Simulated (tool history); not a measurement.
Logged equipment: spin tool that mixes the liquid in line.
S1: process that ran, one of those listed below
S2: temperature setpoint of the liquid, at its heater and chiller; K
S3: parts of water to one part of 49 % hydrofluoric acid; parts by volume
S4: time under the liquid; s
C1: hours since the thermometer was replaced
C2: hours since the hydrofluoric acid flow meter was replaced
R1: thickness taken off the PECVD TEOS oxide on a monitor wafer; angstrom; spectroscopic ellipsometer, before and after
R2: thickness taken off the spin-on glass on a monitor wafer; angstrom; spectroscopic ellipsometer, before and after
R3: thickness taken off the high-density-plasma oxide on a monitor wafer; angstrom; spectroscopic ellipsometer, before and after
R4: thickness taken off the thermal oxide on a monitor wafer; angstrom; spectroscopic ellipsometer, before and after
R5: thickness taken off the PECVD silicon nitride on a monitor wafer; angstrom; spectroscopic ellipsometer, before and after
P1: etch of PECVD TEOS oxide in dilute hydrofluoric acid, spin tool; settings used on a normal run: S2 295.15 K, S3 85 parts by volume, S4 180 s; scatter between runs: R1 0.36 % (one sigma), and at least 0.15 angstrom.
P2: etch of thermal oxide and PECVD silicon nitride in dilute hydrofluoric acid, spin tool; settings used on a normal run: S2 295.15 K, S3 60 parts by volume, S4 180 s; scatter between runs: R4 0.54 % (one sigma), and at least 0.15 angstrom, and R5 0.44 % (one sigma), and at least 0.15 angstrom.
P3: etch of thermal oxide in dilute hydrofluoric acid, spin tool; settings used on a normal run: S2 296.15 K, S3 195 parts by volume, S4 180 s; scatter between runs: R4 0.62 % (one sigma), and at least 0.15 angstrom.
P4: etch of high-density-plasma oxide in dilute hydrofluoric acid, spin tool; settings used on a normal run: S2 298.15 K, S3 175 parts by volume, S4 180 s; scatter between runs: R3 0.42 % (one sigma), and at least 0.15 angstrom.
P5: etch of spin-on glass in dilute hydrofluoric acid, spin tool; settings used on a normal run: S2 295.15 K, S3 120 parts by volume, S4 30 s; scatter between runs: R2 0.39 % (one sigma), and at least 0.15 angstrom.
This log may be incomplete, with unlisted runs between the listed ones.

run   hour  S1      S2   S3   S4      C1      C2      R1      R2      R3      R4      R5
  1    5.6  P1  295.15   85  180   758.7  1312.6  168.52
  2   15.9  P5  301.65  120   30     769  1322.9           108.6
  3   25.4  P4  298.15  175  180   778.5  1332.4                   53.01
  4   31.1  P3  296.15  195  365   784.2  1338.1                          75.445
  5   41.9  P2  295.15   60   50     795  1348.9                          39.122  22.864
  6   47.8  P1  290.15   85   15   800.9  1354.8  11.225
  7   54.1  P1  295.15   85  295   807.2  1361.1  274.09
  8   64.5  P1  303.65   85  180   817.6  1371.5  233.91
  9   71.2  P1  295.15   85  180   824.3  1378.2  169.36
 10     77  P2  290.15   60  180   830.1    1384                          112.94   58.48
 11   84.9  P3  291.15  195  180     838  1391.9                          30.929
 12   96.4  P1  300.15   85  295   849.5  1403.4  335.99
 13  104.9  P2  295.15   60  180     858  1411.9                          139.59  83.628
 14    114  P2  295.15   30  180   867.1    1421                          289.47  163.23
 15  123.8  P1  295.15  130  180   876.9  1430.8  104.13
 16  133.1  P1  295.15   85   15   886.2  1440.1  13.902
 17  142.8  P1  295.15   85  180   895.9  1449.8  168.32
 18  154.1  P1  295.15   50  180   907.2  1461.1  298.65
 19  160.7  P5  295.15  180   30   913.8  1467.7          53.029
 20  167.3  P4  298.15  240  180   920.4  1474.3                  36.132
 21  177.4  P4  298.15  175  310   930.5  1484.4                  91.345
 22  188.9  P4  303.65  175  180     942  1495.9                  64.849
 23  200.2  P1  290.15   85  180   953.3  1507.2  136.79
 24  210.3  P1  295.15   85  180   963.4  1517.3  167.48
 25  220.8  P1  295.15   85  180   973.9  1527.8  167.77
 26  232.7  P5  295.15  120   30   985.8  1539.7          84.833
 27  239.6  P5  295.15  120   15   992.7  1546.6           42.34
 28    247  P1  295.15   85  180  1000.1    1554  167.56
 29    254  P3  296.15   65  180  1007.1    1561                          131.18
 30    262  P3  296.15  195  180  1015.1    1569                          37.465
 31  272.8  P1  295.15   85  180  1025.9  1579.8   168.5
 32  278.9  P1  295.15   85  180    1032  1585.9   164.8
 33  286.8  P1  295.15   85  180  1039.9  1593.8  162.13
 34  293.1  P1  295.15   85  180  1046.2  1600.1  160.99
 35  303.2  P1  295.15   85  180  1056.3  1610.2  159.46
 36  314.8  P1  295.15   85  180  1067.9  1621.8  158.04
 37  323.3  P1  295.15   85  180  1076.4  1630.3  157.87
 38  330.7  P1  295.15   85  180  1083.8  1637.7  158.43
 39  337.9  P1  295.15   85  180    1091  1644.9  157.04
 40  346.2  P1  295.15   85  180  1099.3  1653.2  157.83
 41  354.6  P1  295.15   85  180  1107.7  1661.6  155.85

What P1 gives has crept off from where it sat before. The 2 causes that follow fit the log equally well, each at the size noted:
A: liquid colder than its thermometer reads (K) = 1.7
B: hydrofluoric acid flow below the setpoint (%) = 6.11
The gradual shift began around hour 272.8.

4 check runs are offered, one wafer each, their results left as question marks. Which one tells the causes apart?
check 1   363  P4  298.15  175  180                   ?
check 2   363  P3  296.15  195  180                       ?
check 3   363  P5  295.15  120   30               ?
check 4   363  P2  295.15   60  180                       ?   ?

If the cause were each of the candidates in turn, the checks would give the following:
  check  result    if A    if B
check 1      R3  49.928  49.328
check 2      R4  35.181   34.76
check 3      R2   79.02  78.729
check 4      R4  130.98   131.4
check 4      R5  73.906  78.084
Smallest distance between any two causes, each pair judged by its most separating result, in per cent: check 1 1.21 %; check 2 1.2 %; check 3 0.37 %; check 4 5.5 %
The causes can be told apart only by check 4. The other checks would give nearly the same results under each of them.

The results of check 4 are: R4 130.83 angstrom; R5 74.149 angstrom. Based on these, which of the listed causes is it?

The cause is A: liquid colder than its thermometer reads (K).
